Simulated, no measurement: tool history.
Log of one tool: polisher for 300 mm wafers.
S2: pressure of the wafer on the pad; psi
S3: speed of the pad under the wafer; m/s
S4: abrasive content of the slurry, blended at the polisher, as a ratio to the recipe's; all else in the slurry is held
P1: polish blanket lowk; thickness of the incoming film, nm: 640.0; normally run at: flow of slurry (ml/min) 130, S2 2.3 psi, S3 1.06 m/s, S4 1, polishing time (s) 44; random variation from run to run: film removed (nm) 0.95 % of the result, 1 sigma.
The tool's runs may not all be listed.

{"run": 1, "day": 0.158, "flow of slurry (ml/min)": 130, "S2": 2.3, "S3": 1.06, "S4": 1, "polishing time (s)": 44, "film removed (nm)": 22.659}
{"run": 2, "day": 0.342, "flow of slurry (ml/min)": 200, "S2": 2.3, "S3": 1.06, "S4": 1, "polishing time (s)": 44, "film removed (nm)": 24.251}
{"run": 3, "day": 0.538, "flow of slurry (ml/min)": 130, "S2": 2.3, "S3": 1.62, "S4": 1.3, "polishing time (s)": 44, "film removed (nm)": 35.261}
{"run": 4, "day": 0.671, "flow of slurry (ml/min)": 130, "S2": 2.3, "S3": 1.06, "S4": 1, "polishing time (s)": 44, "film removed (nm)": 22.62}
{"run": 5, "day": 0.833, "flow of slurry (ml/min)": 130, "S2": 2.3, "S3": 1.06, "S4": 1, "polishing time (s)": 62, "film removed (nm)": 32.171}
{"run": 6, "day": 0.929, "flow of slurry (ml/min)": 130, "S2": 2.3, "S3": 1.58, "S4": 1, "polishing time (s)": 44, "film removed (nm)": 30.792}
{"run": 7, "day": 1.062, "flow of slurry (ml/min)": 130, "S2": 2.3, "S3": 1.06, "S4": 1.45, "polishing time (s)": 44, "film removed (nm)": 26.205}
{"run": 8, "day": 1.196, "flow of slurry (ml/min)": 90, "S2": 2.3, "S3": 1.06, "S4": 1, "polishing time (s)": 44, "film removed (nm)": 20.544}
{"run": 9, "day": 1.317, "flow of slurry (ml/min)": 130, "S2": 2.3, "S3": 1.06, "S4": 1, "polishing time (s)": 44, "film removed (nm)": 22.602}
{"run": 10, "day": 1.508, "flow of slurry (ml/min)": 130, "S2": 2.3, "S3": 0.48, "S4": 1, "polishing time (s)": 44, "film removed (nm)": 11.964}
{"run": 11, "day": 1.608, "flow of slurry (ml/min)": 130, "S2": 3.1, "S3": 1.06, "S4": 1, "polishing time (s)": 44, "film removed (nm)": 30.434}
{"run": 12, "day": 1.746, "flow of slurry (ml/min)": 130, "S2": 2.3, "S3": 1.06, "S4": 1, "polishing time (s)": 44, "film removed (nm)": 22.383}
{"run": 13, "day": 1.904, "flow of slurry (ml/min)": 130, "S2": 2.3, "S3": 1.06, "S4": 0.55, "polishing time (s)": 44, "film removed (nm)": 16.397}
{"run": 14, "day": 2.042, "flow of slurry (ml/min)": 130, "S2": 2.3, "S3": 1.06, "S4": 1, "polishing time (s)": 20, "film removed (nm)": 10.318}
{"run": 15, "day": 2.138, "flow of slurry (ml/min)": 130, "S2": 1, "S3": 1.06, "S4": 1, "polishing time (s)": 44, "film removed (nm)": 9.6453}
{"run": 16, "day": 2.304, "flow of slurry (ml/min)": 130, "S2": 1.3, "S3": 1.06, "S4": 1, "polishing time (s)": 30, "film removed (nm)": 8.5571}
{"run": 17, "day": 2.417, "flow of slurry (ml/min)": 130, "S2": 2.3, "S3": 1.06, "S4": 1, "polishing time (s)": 44, "film removed (nm)": 22.695}
{"run": 18, "day": 2.5, "flow of slurry (ml/min)": 130, "S2": 2.3, "S3": 1.06, "S4": 1, "polishing time (s)": 44, "film removed (nm)": 22.499}
{"run": 19, "day": 2.608, "flow of slurry (ml/min)": 130, "S2": 2.3, "S3": 1.06, "S4": 1, "polishing time (s)": 44, "film removed (nm)": 21.729}
{"run": 20, "day": 2.708, "flow of slurry (ml/min)": 130, "S2": 2.3, "S3": 1.06, "S4": 1, "polishing time (s)": 44, "film removed (nm)": 21.57}
{"run": 21, "day": 2.85, "flow of slurry (ml/min)": 130, "S2": 2.3, "S3": 1.06, "S4": 1, "polishing time (s)": 44, "film removed (nm)": 21.083}
{"day": 2.983, "done": "head pressure recalibrated"}
{"run": 22, "day": 2.992, "flow of slurry (ml/min)": 130, "S2": 2.3, "S3": 1.06, "S4": 1, "polishing time (s)": 44, "film removed (nm)": 20.546}
{"day": 3.046, "done": "slurry blender recalibrated"}
{"day": 3.054, "done": "conditioning disc replaced and pad reconditioned"}
{"run": 23, "day": 3.142, "flow of slurry (ml/min)": 130, "S2": 2.3, "S3": 1.06, "S4": 1, "polishing time (s)": 44, "film removed (nm)": 20.04}
{"run": 24, "day": 3.308, "flow of slurry (ml/min)": 130, "S2": 2.3, "S3": 1.06, "S4": 1, "polishing time (s)": 44, "film removed (nm)": 20.046}
{"run": 25, "day": 3.496, "flow of slurry (ml/min)": 130, "S2": 2.3, "S3": 1.06, "S4": 1, "polishing time (s)": 44, "film removed (nm)": 19.807}
{"run": 26, "day": 3.646, "flow of slurry (ml/min)": 130, "S2": 2.3, "S3": 1.06, "S4": 1, "polishing time (s)": 44, "film removed (nm)": 19.759}

What P1 gives has crept away from where it was. These 2 causes fit the log equally well, each at the size given:
A: slurry flow missing at the pad, % = 39.2
B: removal rate lost through wear of the pad, % = 11.6
The creep began at about day 2.5.
Why every other cause is out:
head's pressure below its setpoint, %: serviced at day 2.983, which brought nothing back
abrasive missing from the slurry, %: serviced at day 3.046, which brought nothing back
time polished since the conditioner stopped cutting, s: serviced at day 3.054, which brought nothing back

4 check runs are offered, each on 3 wafers whose results are averaged, their results left as question marks. Which one tells the causes apart?
{"run": "check 1", "day": 3.796, "flow of slurry (ml/min)": 200, "S2": 2.3, "S3": 1.06, "S4": 1, "polishing time (s)": 21, "film removed (nm)": "?"}
{"run": "check 2", "day": 3.796, "flow of slurry (ml/min)": 130, "S2": 2.3, "S3": 0.48, "S4": 1, "polishing time (s)": 21, "film removed (nm)": "?"}
{"run": "check 3", "day": 3.796, "flow of slurry (ml/min)": 130, "S2": 2.3, "S3": 1.06, "S4": 0.55, "polishing time (s)": 44, "film removed (nm)": "?"}
{"run": "check 4", "day": 3.796, "flow of slurry (ml/min)": 130, "S2": 2.3, "S3": 1.52, "S4": 0.6, "polishing time (s)": 44, "film removed (nm)": "?"}

What each check would give under each cause:
check=check_1 result=film_removed_(nm) if_A=10.6 if_B=10.185
check=check_2 result=film_removed_(nm) if_A=5.0406 if_B=5.0393
check=check_3 result=film_removed_(nm) if_A=14.509 if_B=14.505
check=check_4 result=film_removed_(nm) if_A=20.382 if_B=20.377
How far apart the two closest causes lie, in the result that separates them most: check 1 3.99 %; check 2 0.03 %; check 3 0.03 %; check 4 0.03 %
Only check 1 tells the causes apart: in the others they would give nearly the same result.

Check 1 was then run and gave: film removed (nm) 10.523. Which cause is it?

It is A: slurry flow missing at the pad, %.
